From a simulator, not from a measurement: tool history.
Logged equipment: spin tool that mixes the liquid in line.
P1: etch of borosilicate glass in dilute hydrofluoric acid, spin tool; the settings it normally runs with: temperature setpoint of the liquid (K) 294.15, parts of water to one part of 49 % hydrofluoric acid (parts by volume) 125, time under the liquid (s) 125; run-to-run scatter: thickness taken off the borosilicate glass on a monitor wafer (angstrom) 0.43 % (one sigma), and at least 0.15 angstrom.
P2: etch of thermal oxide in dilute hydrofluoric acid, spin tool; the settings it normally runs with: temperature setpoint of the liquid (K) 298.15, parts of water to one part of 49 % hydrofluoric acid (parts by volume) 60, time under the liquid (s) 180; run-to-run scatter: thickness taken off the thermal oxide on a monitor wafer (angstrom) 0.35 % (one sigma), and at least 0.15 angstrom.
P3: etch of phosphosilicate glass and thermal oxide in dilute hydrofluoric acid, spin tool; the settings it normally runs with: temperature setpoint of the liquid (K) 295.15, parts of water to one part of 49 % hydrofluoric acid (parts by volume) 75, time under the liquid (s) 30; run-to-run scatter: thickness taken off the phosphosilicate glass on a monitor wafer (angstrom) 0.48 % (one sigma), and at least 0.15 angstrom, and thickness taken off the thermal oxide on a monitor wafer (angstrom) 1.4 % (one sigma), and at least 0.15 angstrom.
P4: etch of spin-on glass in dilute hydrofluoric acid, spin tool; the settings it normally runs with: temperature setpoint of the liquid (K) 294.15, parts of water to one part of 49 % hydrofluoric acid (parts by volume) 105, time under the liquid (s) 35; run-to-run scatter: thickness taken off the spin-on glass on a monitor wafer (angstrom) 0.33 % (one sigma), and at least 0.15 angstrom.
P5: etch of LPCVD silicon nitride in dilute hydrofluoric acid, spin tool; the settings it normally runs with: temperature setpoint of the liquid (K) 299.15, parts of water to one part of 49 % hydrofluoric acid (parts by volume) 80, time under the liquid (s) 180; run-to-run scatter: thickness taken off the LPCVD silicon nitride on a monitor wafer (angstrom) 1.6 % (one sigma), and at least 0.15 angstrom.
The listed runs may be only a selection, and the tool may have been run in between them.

run   hour  process that ran  temperature setpoint of the liquid (K)  parts of water to one part of 49 % hydrofluoric acid (parts by volume)  time under the liquid (s)  thickness taken off the borosilicate glass on a monitor wafer (angstrom)  thickness taken off the spin-on glass on a monitor wafer (angstrom)  thickness taken off the LPCVD silicon nitride on a monitor wafer (angstrom)  thickness taken off the thermal oxide on a monitor wafer (angstrom)  thickness taken off the phosphosilicate glass on a monitor wafer (angstrom)
  1   12.4                P1                                  294.15                                                                     125                        125                                                                    467.67
  2   21.7                P1                                  294.15                                                                     125                         15                                                                    55.555
  3   36.8                P4                                  294.15                                                                     185                         35                                                                                                                                         65.413
  4   50.8                P1                                  294.15                                                                     125                        125                                                                    465.73
  5   68.9                P1                                  294.15                                                                     125                        125                                                                    465.62
  6   77.7                P5                                  299.15                                                                      80                        355                                                                                                                                                                                                                      26.737
  7   91.7                P1                                  290.15                                                                     125                        125                                                                    393.81
  8    107                P1                                  294.15                                                                     125                        125                                                                    466.44
  9  121.3                P4                                  294.15                                                                     105                         35                                                                                                                                         125.46
 10    138                P2                                  298.15                                                                      90                        180                                                                                                                                                                                                                                                                                           97.657
 11  154.2                P3                                  295.15                                                                      75                         30                                                                                                                                                                                                                                                                                           18.293                                                                       657.19
 12  165.3                P3                                  295.15                                                                      75                         30                                                                                                                                                                                                                                                                                           18.214                                                                       658.18
 13  173.6                P3                                  295.15                                                                      75                         15                                                                                                                                                                                                                                                                                           8.8609                                                                       330.46
 14  184.1                P5                                  299.15                                                                      80                        180                                                                                                                                                                                                                      13.685
 15  199.3                P5                                  299.15                                                                      80                        180                                                                                                                                                                                                                      13.581
 16  215.8                P1                                  301.65                                                                     125                        125                                                                    616.15
 17    234                P1                                  294.15                                                                     125                        125                                                                    462.41
 18  252.3                P3                                  295.15                                                                     140                         30                                                                                                                                                                                                                                                                                           8.9242                                                                          324
 19  262.3                P4                                  290.15                                                                     105                         35                                                                                                                                         106.86
 20    280                P1                                  294.15                                                                      35                        185                                                                    2716.7
 21  295.1                P1                                  294.15                                                                     125                        125                                                                       460
 22  307.2                P2                                  298.15                                                                      60                        295                                                                                                                                                                                                                                                                                           249.09
 23  326.1                P3                                  300.15                                                                      75                         30                                                                                                                                                                                                                                                                                           21.373                                                                       802.43
 24  339.7                P1                                  294.15                                                                      80                        125                                                                    763.91
 25  350.3                P5                                  299.15                                                                      20                        180                                                                                                                                                                                                                      53.079
 26  363.2                P1                                  299.15                                                                     125                        240                                                                    1089.7
 27  378.6                P4                                  294.15                                                                     105                         15                                                                                                                                         54.222
 28  397.3                P2                                  304.15                                                                      60                        180                                                                                                                                                                                                                                                                                           192.88
 29  411.3                P1                                  294.15                                                                     220                        125                                                                    239.83
 30  423.5                P1                                  294.15                                                                     125                        215                                                                     802.1
 31  436.5                P5                                  291.65                                                                      80                        180                                                                                                                                                                                                                      8.2735
 32  445.3                P2                                  298.15                                                                      60                        180                                                                                                                                                                                                                                                                                           152.38
 33  461.3                P1                                  294.15                                                                     125                        125                                                                    459.06
 34  480.2                P1                                  294.15                                                                     125                        125                                                                    444.04
 35  495.8                P1                                  294.15                                                                     125                        125                                                                     432.4
 36  509.6                P1                                  294.15                                                                     125                        125                                                                    431.85
 37  523.3                P1                                  294.15                                                                     125                        125                                                                    425.83
 38  540.2                P1                                  294.15                                                                     125                        125                                                                     426.1
 39  555.3                P1                                  294.15                                                                     125                        125                                                                    426.04
 40  566.9                P1                                  294.15                                                                     125                        125                                                                    425.63
 41  575.6                P1                                  294.15                                                                     125                        125                                                                     428.8

The output of P1 has drifted from where it used to be. Each of the 2 causes below, taken at the size shown beside it, accounts for the log equally well:
A: liquid colder than its thermometer reads (K) = 2.09
B: hydrofluoric acid flow below the setpoint (%) = 7.11
Onset of the creep was near hour 461.3.

You are offered 4 check runs, listed below with question marks in place of their results; each one averages 3 wafers. Which run separates the listed causes by giving clearly different results for each?
check 1  584.3                P5                                  292.15                                                                      20                        180                                                                                                                                                                                                                           ?
check 2  584.3                P3                                  295.15                                                                     140                         15                                                                                                                                                                                                                                                                                                ?                                                                            ?
check 3  584.3                P2                                  301.65                                                                      60                        275                                                                                                                                                                                                                                                                                                ?
check 4  584.3                P4                                  291.15                                                                     155                         35                                                                                                                                              ?

If the cause were each of the candidates in turn, the checks would give the following:
  check                                                                       result    if A    if B
check 1  thickness taken off the LPCVD silicon nitride on a monitor wafer (angstrom)   27.98  30.294
check 2          thickness taken off the thermal oxide on a monitor wafer (angstrom)  4.0806  4.0698
check 2  thickness taken off the phosphosilicate glass on a monitor wafer (angstrom)  150.59  150.19
check 3          thickness taken off the thermal oxide on a monitor wafer (angstrom)  246.32  246.96
check 4          thickness taken off the spin-on glass on a monitor wafer (angstrom)  65.795  65.803
Distance between the nearest two causes, measured in the result of the check that separates them most: check 1 7.95 %; check 2 0.26 %; check 3 0.26 %; check 4 0.01 %
Of the check runs offered, only check 1 discriminates between the causes; the rest would read about the same regardless of which cause applies.

Check 1 was then run and gave: thickness taken off the LPCVD silicon nitride on a monitor wafer (angstrom) 28.099. Which cause is it?

It is A: liquid colder than its thermometer reads (K).
